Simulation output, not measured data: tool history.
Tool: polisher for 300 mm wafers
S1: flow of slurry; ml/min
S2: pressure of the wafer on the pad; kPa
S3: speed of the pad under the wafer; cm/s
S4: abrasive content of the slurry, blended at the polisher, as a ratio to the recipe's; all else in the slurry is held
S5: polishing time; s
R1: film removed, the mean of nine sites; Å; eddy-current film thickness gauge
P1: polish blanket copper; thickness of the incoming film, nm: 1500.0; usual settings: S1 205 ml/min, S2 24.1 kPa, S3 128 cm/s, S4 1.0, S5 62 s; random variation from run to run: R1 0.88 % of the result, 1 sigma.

Run 1, hour 8.4: S1 205 ml/min, S2 24.1 kPa, S3 128 cm/s, S4 1.0, S5 62 s. Result: R1 2877.3 Å.
Run 2, hour 19.7: S1 300 ml/min, S2 24.1 kPa, S3 128 cm/s, S4 1.0, S5 31 s. Result: R1 1518.6 Å.
Run 3, hour 26.5: S1 255 ml/min, S2 24.1 kPa, S3 128 cm/s, S4 1.0, S5 62 s. Result: R1 2956.8 Å.
Run 4, hour 40.9: S1 205 ml/min, S2 24.1 kPa, S3 60 cm/s, S4 1.0, S5 62 s. Result: R1 1347.2 Å.
Run 5, hour 50.8: S1 205 ml/min, S2 24.1 kPa, S3 128 cm/s, S4 1.0, S5 92 s. Result: R1 4241.4 Å.
Run 6, hour 65.5: S1 205 ml/min, S2 34.5 kPa, S3 82 cm/s, S4 1.0, S5 62 s. Result: R1 2660.4 Å.
Run 7, hour 79.6: S1 125 ml/min, S2 24.1 kPa, S3 128 cm/s, S4 1.0, S5 62 s. Result: R1 2625.6 Å.
Run 8, hour 89.7: S1 205 ml/min, S2 24.1 kPa, S3 128 cm/s, S4 1.0, S5 43 s. Result: R1 2037.5 Å.
Run 9, hour 103.8: S1 205 ml/min, S2 33.8 kPa, S3 128 cm/s, S4 1.0, S5 62 s. Result: R1 4064.8 Å.
Run 10, hour 114.2: S1 205 ml/min, S2 24.1 kPa, S3 128 cm/s, S4 1.0, S5 62 s. Result: R1 2885.7 Å.
Run 11, hour 126.3: S1 205 ml/min, S2 24.1 kPa, S3 128 cm/s, S4 1.0, S5 62 s. Result: R1 2849.9 Å.
Run 12, hour 138.5: S1 205 ml/min, S2 24.1 kPa, S3 198 cm/s, S4 1.0, S5 62 s. Result: R1 4482.4 Å.
Run 13, hour 149.3: S1 205 ml/min, S2 14.5 kPa, S3 128 cm/s, S4 1.0, S5 62 s. Result: R1 1734.3 Å.
Run 14, hour 156.4: S1 205 ml/min, S2 24.1 kPa, S3 128 cm/s, S4 1.0, S5 62 s. Result: R1 2860.3 Å.
Run 15, hour 171.0: S1 205 ml/min, S2 24.1 kPa, S3 128 cm/s, S4 1.5, S5 62 s. Result: R1 3114.9 Å.
Run 16, hour 179.1: S1 205 ml/min, S2 24.1 kPa, S3 128 cm/s, S4 0.5, S5 62 s. Result: R1 2533.5 Å.
Run 17, hour 190.5: S1 205 ml/min, S2 35.9 kPa, S3 128 cm/s, S4 0.7, S5 62 s. Result: R1 3946.7 Å.
Run 18, hour 200.2: S1 205 ml/min, S2 24.1 kPa, S3 128 cm/s, S4 1.0, S5 62 s. Result: R1 2921.7 Å.
Run 19, hour 206.8: S1 205 ml/min, S2 24.1 kPa, S3 128 cm/s, S4 1.0, S5 62 s. Result: R1 2828.6 Å.
Run 20, hour 214.4: S1 205 ml/min, S2 24.1 kPa, S3 128 cm/s, S4 1.0, S5 62 s. Result: R1 2798.4 Å.
Run 21, hour 228.3: S1 205 ml/min, S2 24.1 kPa, S3 128 cm/s, S4 1.0, S5 62 s. Result: R1 2713.5 Å.
Run 22, hour 237.2: S1 205 ml/min, S2 24.1 kPa, S3 128 cm/s, S4 1.0, S5 62 s. Result: R1 2723.9 Å.
At hour 244.8: slurry blender recalibrated.
Run 23, hour 245.2: S1 205 ml/min, S2 24.1 kPa, S3 128 cm/s, S4 1.0, S5 62 s. Result: R1 2725.8 Å.
At hour 250.0: worn pad replaced by a new one.
Run 24, hour 259.0: S1 205 ml/min, S2 24.1 kPa, S3 128 cm/s, S4 1.0, S5 62 s. Result: R1 2711.1 Å.
Run 25, hour 268.6: S1 205 ml/min, S2 24.1 kPa, S3 128 cm/s, S4 1.0, S5 62 s. Result: R1 2721.6 Å.

What P1 gives has crept away from where it was. These 2 causes fit the log equally well, each at the size given:
A: head's pressure below its setpoint, % = 5.74
B: slurry flow missing at the pad, % = 31.8
The creep began at about hour 200.2.
Why every other cause is out:
removal rate lost through wear of the pad, %: serviced at hour 250.0, which brought nothing back
abrasive missing from the slurry, %: serviced at hour 244.8, which brought nothing back

4 check runs are offered, each on 5 wafers whose results are averaged, their results left as question marks. Which one tells the causes apart?
Run check 1, hour 278.2: S1 205 ml/min, S2 24.1 kPa, S3 128 cm/s, S4 0.55, S5 44 s. Result: R1 ?.
Run check 2, hour 278.2: S1 125 ml/min, S2 24.1 kPa, S3 128 cm/s, S4 1.00, S5 62 s. Result: R1 ?.
Run check 3, hour 278.2: S1 205 ml/min, S2 24.1 kPa, S3 84 cm/s, S4 1.00, S5 74 s. Result: R1 ?.
Run check 4, hour 278.2: S1 205 ml/min, S2 24.1 kPa, S3 176 cm/s, S4 1.00, S5 62 s. Result: R1 ?.

What each check would give under each cause:
  check  result    if A    if B
check 1      R1  1704.3  1704.1
check 2      R1  2506.0  2422.9
check 3      R1  2128.2  2128.0
check 4      R1  3735.9  3735.7
How far apart the two closest causes lie, in the result that separates them most: check 1 0.01 %; check 2 3.37 %; check 3 0.01 %; check 4 0.01 %
Only check 2 tells the causes apart: in the others they would give nearly the same result.

Then check 2 was run and gave: R1 2493.9 Å. Which cause is it?

It is A: head's pressure below its setpoint, %.
